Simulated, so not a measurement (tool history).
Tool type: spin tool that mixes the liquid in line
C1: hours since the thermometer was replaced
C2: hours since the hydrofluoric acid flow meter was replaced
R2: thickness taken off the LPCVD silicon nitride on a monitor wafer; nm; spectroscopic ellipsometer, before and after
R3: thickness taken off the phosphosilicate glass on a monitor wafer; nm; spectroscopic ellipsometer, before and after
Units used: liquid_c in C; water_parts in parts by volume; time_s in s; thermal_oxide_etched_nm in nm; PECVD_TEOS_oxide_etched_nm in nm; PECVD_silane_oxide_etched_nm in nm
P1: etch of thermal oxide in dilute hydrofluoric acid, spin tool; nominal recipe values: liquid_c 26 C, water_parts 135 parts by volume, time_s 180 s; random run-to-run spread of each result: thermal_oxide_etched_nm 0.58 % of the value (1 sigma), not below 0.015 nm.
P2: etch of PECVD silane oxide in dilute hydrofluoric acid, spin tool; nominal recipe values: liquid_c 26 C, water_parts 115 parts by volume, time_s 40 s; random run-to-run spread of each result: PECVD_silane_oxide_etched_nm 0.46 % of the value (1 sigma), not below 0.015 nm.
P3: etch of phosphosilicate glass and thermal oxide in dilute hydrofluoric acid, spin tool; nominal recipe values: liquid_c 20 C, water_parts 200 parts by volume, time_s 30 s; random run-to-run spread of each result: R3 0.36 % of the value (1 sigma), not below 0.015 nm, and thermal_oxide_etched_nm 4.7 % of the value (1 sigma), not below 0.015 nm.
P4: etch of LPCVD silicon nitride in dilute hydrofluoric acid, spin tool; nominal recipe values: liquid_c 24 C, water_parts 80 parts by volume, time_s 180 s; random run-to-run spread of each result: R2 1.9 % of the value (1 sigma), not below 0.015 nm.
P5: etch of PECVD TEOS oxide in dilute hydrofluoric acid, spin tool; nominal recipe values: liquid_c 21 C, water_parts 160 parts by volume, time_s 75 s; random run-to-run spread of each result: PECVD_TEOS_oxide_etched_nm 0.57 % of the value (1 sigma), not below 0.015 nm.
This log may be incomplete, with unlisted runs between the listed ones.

{"run": 1, "hour": 4.9, "process": "P1", "liquid_c": 26, "water_parts": 135, "time_s": 180, "C1": 1108.6, "C2": 718, "thermal_oxide_etched_nm": 6.1663}
{"run": 2, "hour": 9.4, "process": "P1", "liquid_c": 30.5, "water_parts": 135, "time_s": 180, "C1": 1113.1, "C2": 722.5, "thermal_oxide_etched_nm": 7.3151}
{"run": 3, "hour": 16.0, "process": "P1", "liquid_c": 26, "water_parts": 135, "time_s": 180, "C1": 1119.7, "C2": 729.1, "thermal_oxide_etched_nm": 6.1807}
{"run": 4, "hour": 21.6, "process": "P4", "liquid_c": 24, "water_parts": 80, "time_s": 35, "C1": 1125.3, "C2": 734.7, "R2": 0.2419}
{"run": 5, "hour": 26.0, "process": "P1", "liquid_c": 26, "water_parts": 240, "time_s": 180, "C1": 1129.7, "C2": 739.1, "thermal_oxide_etched_nm": 3.0863}
{"run": 6, "hour": 30.1, "process": "P4", "liquid_c": 24, "water_parts": 135, "time_s": 180, "C1": 1133.8, "C2": 743.2, "R2": 0.7297}
{"run": 7, "hour": 35.1, "process": "P1", "liquid_c": 18, "water_parts": 135, "time_s": 180, "C1": 1138.8, "C2": 748.2, "thermal_oxide_etched_nm": 4.5317}
{"run": 8, "hour": 41.6, "process": "P1", "liquid_c": 26, "water_parts": 65, "time_s": 350, "C1": 1145.3, "C2": 754.7, "thermal_oxide_etched_nm": 27.144}
{"run": 9, "hour": 46.1, "process": "P3", "liquid_c": 20, "water_parts": 200, "time_s": 30, "C1": 1149.8, "C2": 759.2, "thermal_oxide_etched_nm": 0.49114, "R3": 6.9662}
{"run": 10, "hour": 50.3, "process": "P5", "liquid_c": 21, "water_parts": 160, "time_s": 110, "C1": 1154, "C2": 763.4, "PECVD_TEOS_oxide_etched_nm": 6.3324}
{"run": 11, "hour": 53.7, "process": "P3", "liquid_c": 24, "water_parts": 200, "time_s": 30, "C1": 1157.4, "C2": 766.8, "thermal_oxide_etched_nm": 0.56992, "R3": 8.1494}
{"run": 12, "hour": 58.1, "process": "P3", "liquid_c": 20, "water_parts": 200, "time_s": 60, "C1": 1161.8, "C2": 771.2, "thermal_oxide_etched_nm": 1.0369, "R3": 13.954}
{"run": 13, "hour": 61.6, "process": "P1", "liquid_c": 26, "water_parts": 135, "time_s": 180, "C1": 1165.3, "C2": 774.7, "thermal_oxide_etched_nm": 6.1808}
{"run": 14, "hour": 68.2, "process": "P5", "liquid_c": 21, "water_parts": 220, "time_s": 75, "C1": 1171.9, "C2": 781.3, "PECVD_TEOS_oxide_etched_nm": 3.0074}
{"run": 15, "hour": 72.2, "process": "P2", "liquid_c": 26, "water_parts": 45, "time_s": 40, "C1": 1175.9, "C2": 785.3, "PECVD_silane_oxide_etched_nm": 29.977}
{"run": 16, "hour": 78.2, "process": "P4", "liquid_c": 24, "water_parts": 80, "time_s": 180, "C1": 1181.9, "C2": 791.3, "R2": 1.1865}
{"run": 17, "hour": 82.0, "process": "P5", "liquid_c": 21, "water_parts": 160, "time_s": 75, "C1": 1185.7, "C2": 795.1, "PECVD_TEOS_oxide_etched_nm": 4.3421}
{"run": 18, "hour": 87.9, "process": "P2", "liquid_c": 26, "water_parts": 115, "time_s": 80, "C1": 1191.6, "C2": 801, "PECVD_silane_oxide_etched_nm": 21.336}
{"run": 19, "hour": 92.7, "process": "P1", "liquid_c": 26, "water_parts": 50, "time_s": 110, "C1": 1196.4, "C2": 805.8, "thermal_oxide_etched_nm": 11.322}
{"hour": 93.2, "done": "hydrofluoric acid flow meter replaced"}
{"run": 20, "hour": 97.2, "process": "P1", "liquid_c": 26, "water_parts": 55, "time_s": 180, "C1": 1200.9, "C2": 4, "thermal_oxide_etched_nm": 16.934}
{"run": 21, "hour": 100.5, "process": "P2", "liquid_c": 26, "water_parts": 115, "time_s": 40, "C1": 1204.2, "C2": 7.3, "PECVD_silane_oxide_etched_nm": 10.642}
{"run": 22, "hour": 105.2, "process": "P5", "liquid_c": 17, "water_parts": 160, "time_s": 75, "C1": 1208.9, "C2": 12, "PECVD_TEOS_oxide_etched_nm": 3.7007}
{"run": 23, "hour": 109.6, "process": "P2", "liquid_c": 26, "water_parts": 115, "time_s": 40, "C1": 1213.3, "C2": 16.4, "PECVD_silane_oxide_etched_nm": 10.673}
{"run": 24, "hour": 112.9, "process": "P3", "liquid_c": 20, "water_parts": 355, "time_s": 30, "C1": 1216.6, "C2": 19.7, "thermal_oxide_etched_nm": 0.28183, "R3": 3.4171}
{"run": 25, "hour": 115.9, "process": "P3", "liquid_c": 20, "water_parts": 200, "time_s": 30, "C1": 1219.6, "C2": 22.7, "thermal_oxide_etched_nm": 0.55171, "R3": 6.9877}
{"run": 26, "hour": 121.4, "process": "P5", "liquid_c": 21, "water_parts": 160, "time_s": 75, "C1": 1225.1, "C2": 28.2, "PECVD_TEOS_oxide_etched_nm": 4.3185}
{"run": 27, "hour": 128.1, "process": "P1", "liquid_c": 26, "water_parts": 135, "time_s": 45, "C1": 1231.8, "C2": 34.9, "thermal_oxide_etched_nm": 1.5156}
{"run": 28, "hour": 133.7, "process": "P1", "liquid_c": 26, "water_parts": 135, "time_s": 180, "C1": 1237.4, "C2": 40.5, "thermal_oxide_etched_nm": 6.1513}
{"run": 29, "hour": 136.9, "process": "P4", "liquid_c": 18, "water_parts": 80, "time_s": 180, "C1": 1240.6, "C2": 43.7, "R2": 0.79113}
{"run": 30, "hour": 140.9, "process": "P2", "liquid_c": 19, "water_parts": 115, "time_s": 40, "C1": 1244.6, "C2": 47.7, "PECVD_silane_oxide_etched_nm": 8.123}
{"run": 31, "hour": 147.3, "process": "P1", "liquid_c": 26, "water_parts": 135, "time_s": 260, "C1": 1251, "C2": 54.1, "thermal_oxide_etched_nm": 8.9782}
{"run": 32, "hour": 150.3, "process": "P1", "liquid_c": 26, "water_parts": 135, "time_s": 180, "C1": 1254, "C2": 57.1, "thermal_oxide_etched_nm": 6.1734}
{"run": 33, "hour": 155.3, "process": "P1", "liquid_c": 26, "water_parts": 135, "time_s": 180, "C1": 1259, "C2": 62.1, "thermal_oxide_etched_nm": 6.1504}
{"run": 34, "hour": 160.5, "process": "P1", "liquid_c": 26, "water_parts": 135, "time_s": 180, "C1": 1264.2, "C2": 67.3, "thermal_oxide_etched_nm": 5.9537}
{"run": 35, "hour": 163.7, "process": "P1", "liquid_c": 26, "water_parts": 135, "time_s": 180, "C1": 1267.4, "C2": 70.5, "thermal_oxide_etched_nm": 5.8427}
{"run": 36, "hour": 169.1, "process": "P1", "liquid_c": 26, "water_parts": 135, "time_s": 180, "C1": 1272.8, "C2": 75.9, "thermal_oxide_etched_nm": 5.8151}
{"run": 37, "hour": 172.1, "process": "P1", "liquid_c": 26, "water_parts": 135, "time_s": 180, "C1": 1275.8, "C2": 78.9, "thermal_oxide_etched_nm": 5.7137}
{"run": 38, "hour": 178.3, "process": "P1", "liquid_c": 26, "water_parts": 135, "time_s": 180, "C1": 1282, "C2": 85.1, "thermal_oxide_etched_nm": 5.6866}
{"run": 39, "hour": 182.8, "process": "P1", "liquid_c": 26, "water_parts": 135, "time_s": 180, "C1": 1286.5, "C2": 89.6, "thermal_oxide_etched_nm": 5.6096}
{"run": 40, "hour": 186.9, "process": "P1", "liquid_c": 26, "water_parts": 135, "time_s": 180, "C1": 1290.6, "C2": 93.7, "thermal_oxide_etched_nm": 5.6623}
{"run": 41, "hour": 193.6, "process": "P1", "liquid_c": 26, "water_parts": 135, "time_s": 180, "C1": 1297.3, "C2": 100.4, "thermal_oxide_etched_nm": 5.6706}

What P1 gives has crept away from where it was. These 2 causes fit the log equally well, each at the size given:
A: hydrofluoric acid flow below the setpoint (%) = 7.41
B: liquid colder than its thermometer reads (K) = 2.36
Creep in the process output first set in at about hour 155.3.

Below are 4 check runs, each averaged over 5 wafers, with their results shown as question marks. Which of them would give clearly different results depending on which cause is behind the drift?
{"run": "check 1", "hour": 200.3, "process": "P3", "liquid_c": 20, "water_parts": 200, "time_s": 30, "thermal_oxide_etched_nm": "?", "R3": "?"}
{"run": "check 2", "hour": 200.3, "process": "P5", "liquid_c": 21, "water_parts": 160, "time_s": 75, "PECVD_TEOS_oxide_etched_nm": "?"}
{"run": "check 3", "hour": 200.3, "process": "P4", "liquid_c": 24, "water_parts": 80, "time_s": 180, "R2": "?"}
{"run": "check 4", "hour": 200.3, "process": "P2", "liquid_c": 26, "water_parts": 115, "time_s": 40, "PECVD_silane_oxide_etched_nm": "?"}

If the cause were each of the candidates in turn, the checks would give the following:
check=check_1 result=thermal_oxide_etched_nm if_A=0.46711 if_B=0.46725
check=check_1 result=R3 if_A=6.3838 if_B=6.3856
check=check_2 result=PECVD_TEOS_oxide_etched_nm if_A=3.9681 if_B=3.9555
check=check_3 result=R2 if_A=1.126 if_B=1.0367
check=check_4 result=PECVD_silane_oxide_etched_nm if_A=9.7519 if_B=9.7197
Gap, in per cent, between the two causes that each check separates least, read from the result that separates them most: check 1 0.03 %; check 2 0.32 %; check 3 8.25 %; check 4 0.33 %
The causes can be told apart only by check 3. The other checks would give nearly the same results under each of them.

The results of check 3 are: R2 1.0341 nm. Based on these, which of the listed causes is it?

It is B: liquid colder than its thermometer reads (K).
